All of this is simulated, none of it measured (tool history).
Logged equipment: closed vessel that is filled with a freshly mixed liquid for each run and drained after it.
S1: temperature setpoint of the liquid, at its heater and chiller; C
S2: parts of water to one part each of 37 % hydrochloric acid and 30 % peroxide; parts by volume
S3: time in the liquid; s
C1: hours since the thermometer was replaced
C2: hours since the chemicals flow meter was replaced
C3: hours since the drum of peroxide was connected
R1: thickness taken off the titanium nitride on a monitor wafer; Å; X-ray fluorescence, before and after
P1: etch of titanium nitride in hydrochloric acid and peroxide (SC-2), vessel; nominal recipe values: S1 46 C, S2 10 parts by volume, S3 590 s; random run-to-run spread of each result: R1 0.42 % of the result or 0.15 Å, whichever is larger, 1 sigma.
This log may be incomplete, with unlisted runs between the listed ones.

Run 1, day 0.3: S1 46 C, S2 10 parts by volume, S3 590 s; C1 205.8; C2 628.2; C3 498.2. Result: R1 199.14 Å.
Run 2, day 0.817: S1 46 C, S2 4 parts by volume, S3 590 s; C1 218.2; C2 640.6; C3 510.6. Result: R1 402.33 Å.
At day 1.029: thermometer replaced.
Run 3, day 1.271: S1 35 C, S2 10 parts by volume, S3 590 s; C1 5.8; C2 651.5; C3 521.5. Result: R1 91.887 Å.
Run 4, day 1.679: S1 46 C, S2 5 parts by volume, S3 250 s; C1 15.6; C2 661.3; C3 531.3. Result: R1 146.49 Å.
Run 5, day 2.192: S1 46 C, S2 10 parts by volume, S3 1150 s; C1 27.9; C2 673.6; C3 543.6. Result: R1 390.41 Å.
Run 6, day 2.462: S1 46 C, S2 17.5 parts by volume, S3 590 s; C1 34.4; C2 680.1; C3 550.1. Result: R1 122.92 Å.
Run 7, day 2.792: S1 46 C, S2 10 parts by volume, S3 590 s; C1 42.3; C2 688; C3 558. Result: R1 201.4 Å.
Run 8, day 3.075: S1 46 C, S2 4 parts by volume, S3 100 s; C1 49.1; C2 694.8; C3 564.8. Result: R1 67.822 Å.
Run 9, day 3.4: S1 46 C, S2 10 parts by volume, S3 590 s; C1 56.9; C2 702.6; C3 572.6. Result: R1 199.83 Å.
Run 10, day 3.921: S1 62 C, S2 10 parts by volume, S3 130 s; C1 69.4; C2 715.1; C3 585.1. Result: R1 124.9 Å.
Run 11, day 4.254: S1 53.5 C, S2 10 parts by volume, S3 590 s; C1 77.4; C2 723.1; C3 593.1. Result: R1 331.58 Å.
Run 12, day 4.488: S1 46 C, S2 10 parts by volume, S3 590 s; C1 83; C2 728.7; C3 598.7. Result: R1 200.41 Å.
Run 13, day 4.896: S1 46 C, S2 10 parts by volume, S3 70 s; C1 92.8; C2 738.5; C3 608.5. Result: R1 23.852 Å.
Run 14, day 5.258: S1 46 C, S2 10 parts by volume, S3 590 s; C1 101.5; C2 747.2; C3 617.2. Result: R1 201.27 Å.
Run 15, day 5.625: S1 46 C, S2 10 parts by volume, S3 590 s; C1 110.3; C2 756; C3 626. Result: R1 207.65 Å.
Run 16, day 5.862: S1 46 C, S2 10 parts by volume, S3 590 s; C1 116; C2 761.7; C3 631.7. Result: R1 209.5 Å.
Run 17, day 6.333: S1 46 C, S2 10 parts by volume, S3 590 s; C1 127.3; C2 773; C3 643. Result: R1 213.06 Å.
Run 18, day 6.817: S1 46 C, S2 10 parts by volume, S3 590 s; C1 138.9; C2 784.6; C3 654.6. Result: R1 216.82 Å.
Run 19, day 7.238: S1 46 C, S2 10 parts by volume, S3 590 s; C1 149; C2 794.7; C3 664.7. Result: R1 216.61 Å.
Run 20, day 7.642: S1 46 C, S2 10 parts by volume, S3 590 s; C1 158.7; C2 804.4; C3 674.4. Result: R1 217.54 Å.
Run 21, day 8.046: S1 46 C, S2 10 parts by volume, S3 590 s; C1 168.4; C2 814.1; C3 684.1. Result: R1 217.1 Å.
Run 22, day 8.421: S1 46 C, S2 10 parts by volume, S3 590 s; C1 177.4; C2 823.1; C3 693.1. Result: R1 217.59 Å.
Run 23, day 8.717: S1 46 C, S2 10 parts by volume, S3 590 s; C1 184.5; C2 830.2; C3 700.2. Result: R1 217.67 Å.

What P1 gives has crept away from where it was. These 2 causes fit the log equally well, each at the size given:
A: liquid hotter than its thermometer reads (K) = 1.21
B: chemicals flow above the setpoint (%) = 10.5
The drift started at roughly day 5.258.
Ruled out, with reasons:
peroxide weaker than its label (%): at its largest 8, which would move R1 by -7.4 %, too little to match the creep or of the wrong sign

The 4 check runs listed below each average the results of 3 wafers, and their outcomes are marked with question marks. Under which run would the listed causes produce clearly different results?
Run check 1, day 9.012: S1 38.5 C, S2 10 parts by volume, S3 95 s. Result: R1 ?.
Run check 2, day 9.012: S1 52 C, S2 10 parts by volume, S3 1125 s. Result: R1 ?.
Run check 3, day 9.012: S1 35 C, S2 4.5 parts by volume, S3 590 s. Result: R1 ?.
Run check 4, day 9.012: S1 46 C, S2 15 parts by volume, S3 1090 s. Result: R1 ?.

If the cause were each of the candidates in turn, the checks would give the following:
  check  result    if A    if B
check 1      R1  20.824  20.743
check 2      R1  619.17  621.08
check 3      R1  185.62  181.89
check 4      R1  283.98  285.44
How far apart the two closest causes lie, in the result that separates them most: check 1 0.39 %; check 2 0.31 %; check 3 2.03 %; check 4 0.51 %
Check 3 distinguishes between the causes, while the remaining checks would return nearly the same result for all of them.

Running check 3 produced the following: R1 185.63 Å. Which one of the listed causes fits?

It is A: liquid hotter than its thermometer reads (K).
